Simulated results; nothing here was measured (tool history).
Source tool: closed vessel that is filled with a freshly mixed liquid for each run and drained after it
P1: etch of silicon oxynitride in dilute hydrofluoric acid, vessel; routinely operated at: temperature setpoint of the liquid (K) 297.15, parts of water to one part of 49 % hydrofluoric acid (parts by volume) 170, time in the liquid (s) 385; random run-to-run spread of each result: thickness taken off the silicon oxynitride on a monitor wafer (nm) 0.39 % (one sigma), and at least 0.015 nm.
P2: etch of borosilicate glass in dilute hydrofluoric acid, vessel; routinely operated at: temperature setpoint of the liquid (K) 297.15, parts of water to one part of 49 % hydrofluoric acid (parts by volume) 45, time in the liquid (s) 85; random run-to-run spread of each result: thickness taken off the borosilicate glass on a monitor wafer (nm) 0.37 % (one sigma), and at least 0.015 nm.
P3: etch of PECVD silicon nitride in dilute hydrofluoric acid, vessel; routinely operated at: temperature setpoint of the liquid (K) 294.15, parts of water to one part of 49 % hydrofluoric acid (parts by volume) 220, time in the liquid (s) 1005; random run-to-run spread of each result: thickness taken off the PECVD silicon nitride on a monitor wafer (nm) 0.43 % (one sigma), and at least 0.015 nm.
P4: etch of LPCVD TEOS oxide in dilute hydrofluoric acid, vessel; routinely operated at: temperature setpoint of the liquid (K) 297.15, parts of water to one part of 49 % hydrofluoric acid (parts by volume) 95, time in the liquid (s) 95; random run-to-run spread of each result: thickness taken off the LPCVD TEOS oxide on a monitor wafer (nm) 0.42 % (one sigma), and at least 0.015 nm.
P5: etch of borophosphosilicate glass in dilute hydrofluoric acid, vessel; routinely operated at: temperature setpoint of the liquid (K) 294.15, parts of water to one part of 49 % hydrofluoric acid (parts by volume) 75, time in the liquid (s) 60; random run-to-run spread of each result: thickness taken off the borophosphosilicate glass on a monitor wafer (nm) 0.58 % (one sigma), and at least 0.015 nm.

| run | hour | process that ran | temperature setpoint of the liquid (K) | parts of water to one part of 49 % hydrofluoric acid (parts by volume) | time in the liquid (s) | hours since the thermometer was replaced | hours since the hydrofluoric acid flow meter was replaced | thickness taken off the silicon oxynitride on a monitor wafer (nm) | thickness taken off the borophosphosilicate glass on a monitor wafer (nm) | thickness taken off the PECVD silicon nitride on a monitor wafer (nm) | thickness taken off the LPCVD TEOS oxide on a monitor wafer (nm) | thickness taken off the borosilicate glass on a monitor wafer (nm) |
|---|---|---|---|---|---|---|---|---|---|---|---|---|
| 1 | 9.7 | P1 | 297.15 | 170 | 385 | 222.9 | 1462.2 | 7.2442 |  |  |  |  |
| 2 | 18.6 | P5 | 294.15 | 75 | 60 | 231.8 | 1471.1 |  | 59.617 |  |  |  |
| 3 | 35 | P5 | 294.15 | 75 | 110 | 248.2 | 1487.5 |  | 110.55 |  |  |  |
| 4 | 46.6 | P3 | 294.15 | 220 | 1005 | 259.8 | 1499.1 |  |  | 15.401 |  |  |
| 5 | 57.9 | P3 | 290.15 | 220 | 1005 | 271.1 | 1510.4 |  |  | 11.909 |  |  |
| 6 | 69.6 | P4 | 297.15 | 175 | 95 | 282.8 | 1522.1 |  |  |  | 25.646 |  |
| 7 | 77.4 | P2 | 297.15 | 25 | 85 | 290.6 | 1529.9 |  |  |  |  | 63.648 |
|  | 85.1 | thermometer replaced |
| 8 | 92.7 | P1 | 297.15 | 270 | 385 | 7.7 | 1545.2 | 4.3091 |  |  |  |  |
| 9 | 107.9 | P4 | 297.15 | 95 | 95 | 22.9 | 1560.4 |  |  |  | 52.102 |  |
| 10 | 124 | P2 | 301.65 | 45 | 85 | 39 | 1576.5 |  |  |  |  | 41.376 |
| 11 | 135.6 | P1 | 300.65 | 170 | 385 | 50.6 | 1588.1 | 8.4837 |  |  |  |  |
| 12 | 144.5 | P3 | 294.15 | 220 | 190 | 59.5 | 1597 |  |  | 2.8869 |  |  |
| 13 | 159.2 | P1 | 297.15 | 170 | 385 | 74.2 | 1611.7 | 7.2747 |  |  |  |  |
|  | 161.7 | hydrofluoric acid flow meter replaced |
| 14 | 174.5 | P1 | 297.15 | 170 | 385 | 89.5 | 12.8 | 7.3061 |  |  |  |  |
| 15 | 186.4 | P1 | 292.15 | 170 | 385 | 101.4 | 24.7 | 5.8082 |  |  |  |  |
| 16 | 198.9 | P5 | 302.15 | 75 | 60 | 113.9 | 37.2 |  | 81.257 |  |  |  |
| 17 | 208.4 | P1 | 304.65 | 170 | 545 | 123.4 | 46.7 | 14.221 |  |  |  |  |
| 18 | 218.3 | P4 | 290.15 | 95 | 95 | 133.3 | 56.6 |  |  |  | 38.522 |  |
| 19 | 228.9 | P1 | 297.15 | 170 | 70 | 143.9 | 67.2 | 1.3296 |  |  |  |  |
| 20 | 237.3 | P1 | 297.15 | 70 | 385 | 152.3 | 75.6 | 19.119 |  |  |  |  |
| 21 | 250.4 | P2 | 297.15 | 45 | 85 | 165.4 | 88.7 |  |  |  |  | 34.357 |
| 22 | 263.2 | P4 | 297.15 | 95 | 165 | 178.2 | 101.5 |  |  |  | 89.255 |  |
| 23 | 274.2 | P1 | 297.15 | 170 | 735 | 189.2 | 112.5 | 13.955 |  |  |  |  |

Run 24 is up next; what results do you expect?
| 24 | 290.7 | P5 | 294.15 | 20 | 60 | 205.7 | 129 |  | ? |  |  |  |

thickness taken off the borophosphosilicate glass on a monitor wafer (nm): 239.45

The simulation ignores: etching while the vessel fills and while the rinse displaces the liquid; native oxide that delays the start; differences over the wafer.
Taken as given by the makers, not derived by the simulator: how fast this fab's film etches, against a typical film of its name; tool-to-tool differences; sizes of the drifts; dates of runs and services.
